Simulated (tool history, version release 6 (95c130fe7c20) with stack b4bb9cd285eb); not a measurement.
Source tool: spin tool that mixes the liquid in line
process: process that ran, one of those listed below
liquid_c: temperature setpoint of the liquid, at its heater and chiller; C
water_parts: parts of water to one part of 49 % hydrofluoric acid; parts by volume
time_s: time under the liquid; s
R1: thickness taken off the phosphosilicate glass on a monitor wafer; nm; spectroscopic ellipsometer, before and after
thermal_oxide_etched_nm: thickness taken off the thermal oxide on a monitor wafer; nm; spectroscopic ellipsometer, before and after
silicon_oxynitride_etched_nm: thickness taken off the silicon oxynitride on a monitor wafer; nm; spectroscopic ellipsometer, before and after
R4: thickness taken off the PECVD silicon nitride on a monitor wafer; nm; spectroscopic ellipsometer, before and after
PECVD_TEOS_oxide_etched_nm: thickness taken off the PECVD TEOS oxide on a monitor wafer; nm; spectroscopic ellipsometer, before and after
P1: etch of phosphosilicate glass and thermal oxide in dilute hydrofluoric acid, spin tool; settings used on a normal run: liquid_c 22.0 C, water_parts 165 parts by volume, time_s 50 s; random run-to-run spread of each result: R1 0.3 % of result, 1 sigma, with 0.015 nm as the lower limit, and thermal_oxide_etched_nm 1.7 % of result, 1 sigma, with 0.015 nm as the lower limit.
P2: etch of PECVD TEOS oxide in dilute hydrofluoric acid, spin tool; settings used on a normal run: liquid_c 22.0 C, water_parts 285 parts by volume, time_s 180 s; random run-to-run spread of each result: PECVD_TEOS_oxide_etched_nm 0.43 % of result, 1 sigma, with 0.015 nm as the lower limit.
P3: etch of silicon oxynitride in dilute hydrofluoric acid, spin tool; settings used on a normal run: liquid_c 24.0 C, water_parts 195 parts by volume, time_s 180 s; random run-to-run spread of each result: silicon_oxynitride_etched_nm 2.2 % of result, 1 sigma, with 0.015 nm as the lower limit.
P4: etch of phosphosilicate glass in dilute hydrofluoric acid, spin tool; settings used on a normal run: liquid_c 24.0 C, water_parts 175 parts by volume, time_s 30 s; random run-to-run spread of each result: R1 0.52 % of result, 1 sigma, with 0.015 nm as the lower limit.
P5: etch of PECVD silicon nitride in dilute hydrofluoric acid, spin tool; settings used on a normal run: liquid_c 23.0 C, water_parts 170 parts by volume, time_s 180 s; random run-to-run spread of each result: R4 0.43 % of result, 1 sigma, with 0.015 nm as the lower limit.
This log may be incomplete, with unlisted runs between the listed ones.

Run 1, hour 14.7: process P1, liquid_c 22.0 C, water_parts 165 parts by volume, time_s 50 s. Result: R1 15.9010 nm, thermal_oxide_etched_nm 1.23910 nm.
Run 2, hour 24.7: process P1, liquid_c 25.5 C, water_parts 165 parts by volume, time_s 50 s. Result: R1 18.1970 nm, thermal_oxide_etched_nm 1.41990 nm.
Run 3, hour 38.7: process P3, liquid_c 20.0 C, water_parts 195 parts by volume, time_s 180 s. Result: silicon_oxynitride_etched_nm 1.04960 nm.
Run 4, hour 45.7: process P4, liquid_c 19.0 C, water_parts 175 parts by volume, time_s 30 s. Result: R1 7.5668 nm.
Run 5, hour 60.4: process P1, liquid_c 22.0 C, water_parts 165 parts by volume, time_s 50 s. Result: R1 15.9660 nm, thermal_oxide_etched_nm 1.21900 nm.
Run 6, hour 74.5: process P5, liquid_c 23.0 C, water_parts 265 parts by volume, time_s 180 s. Result: R4 3.7522 nm.
Run 7, hour 90.3: process P1, liquid_c 22.0 C, water_parts 295 parts by volume, time_s 50 s. Result: R1 7.8670 nm, thermal_oxide_etched_nm 0.60836 nm.
Run 8, hour 100.1: process P1, liquid_c 17.0 C, water_parts 165 parts by volume, time_s 30 s. Result: R1 7.8340 nm, thermal_oxide_etched_nm 0.58830 nm.
Run 9, hour 114.7: process P1, liquid_c 22.0 C, water_parts 165 parts by volume, time_s 50 s. Result: R1 15.9780 nm, thermal_oxide_etched_nm 1.25600 nm.
Run 10, hour 127.9: process P1, liquid_c 22.0 C, water_parts 165 parts by volume, time_s 15 s. Result: R1 4.7654 nm, thermal_oxide_etched_nm 0.35201 nm.
Run 11, hour 143.2: process P2, liquid_c 22.0 C, water_parts 285 parts by volume, time_s 180 s. Result: PECVD_TEOS_oxide_etched_nm 12.6070 nm.
Run 12, hour 158.3: process P1, liquid_c 22.0 C, water_parts 165 parts by volume, time_s 50 s. Result: R1 15.8990 nm, thermal_oxide_etched_nm 1.25480 nm.
Run 13, hour 171.5: process P3, liquid_c 24.0 C, water_parts 280 parts by volume, time_s 180 s. Result: silicon_oxynitride_etched_nm 0.87810 nm.
Run 14, hour 183.5: process P5, liquid_c 23.0 C, water_parts 170 parts by volume, time_s 180 s. Result: R4 5.7682 nm.
At hour 185.5: hydrofluoric acid flow meter replaced.
Run 15, hour 192.5: process P2, liquid_c 22.0 C, water_parts 285 parts by volume, time_s 305 s. Result: PECVD_TEOS_oxide_etched_nm 21.5150 nm.
Run 16, hour 204.0: process P1, liquid_c 22.0 C, water_parts 165 parts by volume, time_s 50 s. Result: R1 16.0770 nm, thermal_oxide_etched_nm 1.23030 nm.
Run 17, hour 217.2: process P1, liquid_c 17.0 C, water_parts 165 parts by volume, time_s 50 s. Result: R1 13.1430 nm, thermal_oxide_etched_nm 1.03610 nm.
Run 18, hour 230.7: process P5, liquid_c 23.0 C, water_parts 170 parts by volume, time_s 180 s. Result: R4 5.8061 nm.
Run 19, hour 243.2: process P4, liquid_c 24.0 C, water_parts 175 parts by volume, time_s 55 s. Result: R1 16.8360 nm.
Run 20, hour 251.0: process P5, liquid_c 23.0 C, water_parts 170 parts by volume, time_s 260 s. Result: R4 8.3164 nm.
Run 21, hour 262.3: process P1, liquid_c 22.0 C, water_parts 40 parts by volume, time_s 50 s. Result: R1 76.3200 nm, thermal_oxide_etched_nm 5.78820 nm.
Run 22, hour 276.3: process P3, liquid_c 24.0 C, water_parts 195 parts by volume, time_s 80 s. Result: silicon_oxynitride_etched_nm 0.54272 nm.
Run 23, hour 289.5: process P1, liquid_c 22.0 C, water_parts 165 parts by volume, time_s 80 s. Result: R1 25.4450 nm, thermal_oxide_etched_nm 1.92110 nm.
Run 24, hour 298.3: process P5, liquid_c 31.5 C, water_parts 170 parts by volume, time_s 180 s. Result: R4 9.7630 nm.
Run 25, hour 310.7: process P4, liquid_c 24.0 C, water_parts 175 parts by volume, time_s 30 s. Result: R1 9.2464 nm.
Run 26, hour 324.2: process P2, liquid_c 22.0 C, water_parts 460 parts by volume, time_s 180 s. Result: PECVD_TEOS_oxide_etched_nm 6.6941 nm.
Run 27, hour 338.0: process P3, liquid_c 24.0 C, water_parts 195 parts by volume, time_s 180 s. Result: silicon_oxynitride_etched_nm 1.20460 nm.
Run 28, hour 350.6: process P2, liquid_c 29.5 C, water_parts 285 parts by volume, time_s 180 s. Result: PECVD_TEOS_oxide_etched_nm 16.4370 nm.
Run 29, hour 357.6: process P3, liquid_c 24.0 C, water_parts 195 parts by volume, time_s 180 s. Result: silicon_oxynitride_etched_nm 1.24790 nm.
Run 30, hour 367.3: process P1, liquid_c 22.0 C, water_parts 105 parts by volume, time_s 20 s. Result: R1 10.6760 nm, thermal_oxide_etched_nm 0.85180 nm.
Run 31, hour 375.0: process P2, liquid_c 22.0 C, water_parts 285 parts by volume, time_s 180 s. Result: PECVD_TEOS_oxide_etched_nm 12.6880 nm.
Run 32, hour 389.4: process P4, liquid_c 24.0 C, water_parts 100 parts by volume, time_s 30 s. Result: R1 17.4640 nm.
Run 33, hour 396.8: process P1, liquid_c 22.0 C, water_parts 165 parts by volume, time_s 50 s. Result: R1 15.9440 nm, thermal_oxide_etched_nm 1.24510 nm.
Run 34, hour 407.1: process P1, liquid_c 22.0 C, water_parts 165 parts by volume, time_s 50 s. Result: R1 15.6580 nm, thermal_oxide_etched_nm 1.21150 nm.
Run 35, hour 417.4: process P1, liquid_c 22.0 C, water_parts 165 parts by volume, time_s 50 s. Result: R1 15.3150 nm, thermal_oxide_etched_nm 1.16420 nm.
Run 36, hour 429.7: process P1, liquid_c 22.0 C, water_parts 165 parts by volume, time_s 50 s. Result: R1 15.1330 nm, thermal_oxide_etched_nm 1.14540 nm.
Run 37, hour 444.0: process P1, liquid_c 22.0 C, water_parts 165 parts by volume, time_s 50 s. Result: R1 14.9770 nm, thermal_oxide_etched_nm 1.14580 nm.
Run 38, hour 457.0: process P1, liquid_c 22.0 C, water_parts 165 parts by volume, time_s 50 s. Result: R1 14.9480 nm, thermal_oxide_etched_nm 1.11330 nm.
Run 39, hour 468.3: process P1, liquid_c 22.0 C, water_parts 165 parts by volume, time_s 50 s. Result: R1 14.7720 nm, thermal_oxide_etched_nm 1.14030 nm.
Run 40, hour 478.4: process P1, liquid_c 22.0 C, water_parts 165 parts by volume, time_s 50 s. Result: R1 14.8280 nm, thermal_oxide_etched_nm 1.11290 nm.
Run 41, hour 492.3: process P1, liquid_c 22.0 C, water_parts 165 parts by volume, time_s 50 s. Result: R1 14.8340 nm, thermal_oxide_etched_nm 1.13100 nm.
Run 42, hour 504.3: process P1, liquid_c 22.0 C, water_parts 165 parts by volume, time_s 50 s. Result: R1 14.7420 nm, thermal_oxide_etched_nm 1.17370 nm.

The output of P1 has drifted from where it used to be. Each of the 2 causes below, taken at the size shown beside it, accounts for the log equally well:
A: hydrofluoric acid flow below the setpoint (%) = 6.12
B: liquid colder than its thermometer reads (K) = 1.92
The drift started at roughly hour 396.8.

The check runs listed below each take one wafer, and their results are still question marks. Under which run would the listed causes lead to clearly different results?
Run check 1, hour 516.3: process P2, liquid_c 22.0 C, water_parts 285 parts by volume, time_s 180 s. Result: PECVD_TEOS_oxide_etched_nm ?.
Run check 2, hour 516.3: process P4, liquid_c 24.0 C, water_parts 175 parts by volume, time_s 30 s. Result: R1 ?.
Run check 3, hour 516.3: process P3, liquid_c 24.0 C, water_parts 195 parts by volume, time_s 180 s. Result: silicon_oxynitride_etched_nm ?.
Run check 4, hour 516.3: process P5, liquid_c 23.0 C, water_parts 170 parts by volume, time_s 180 s. Result: R4 ?.

What every check run would give for each of its results, assuming each possible cause in turn:
  check                        result     if A     if B
check 1    PECVD_TEOS_oxide_etched_nm  11.6980  11.8250
check 2                            R1   8.5203   8.5443
check 3  silicon_oxynitride_etched_nm  1.17060  1.15420
check 4                            R4   5.4204   5.0904
Per check, the gap between the least separated pair of causes, taken in the result that splits them most: check 1 1.08 %; check 2 0.28 %; check 3 1.41 %; check 4 6.28 %
The causes can be told apart only by check 4. The other checks would give nearly the same results under each of them.

After running check 4, the following was obtained: R4 5.4369 nm. Which cause does this point to?

A is the cause: hydrofluoric acid flow below the setpoint (%).
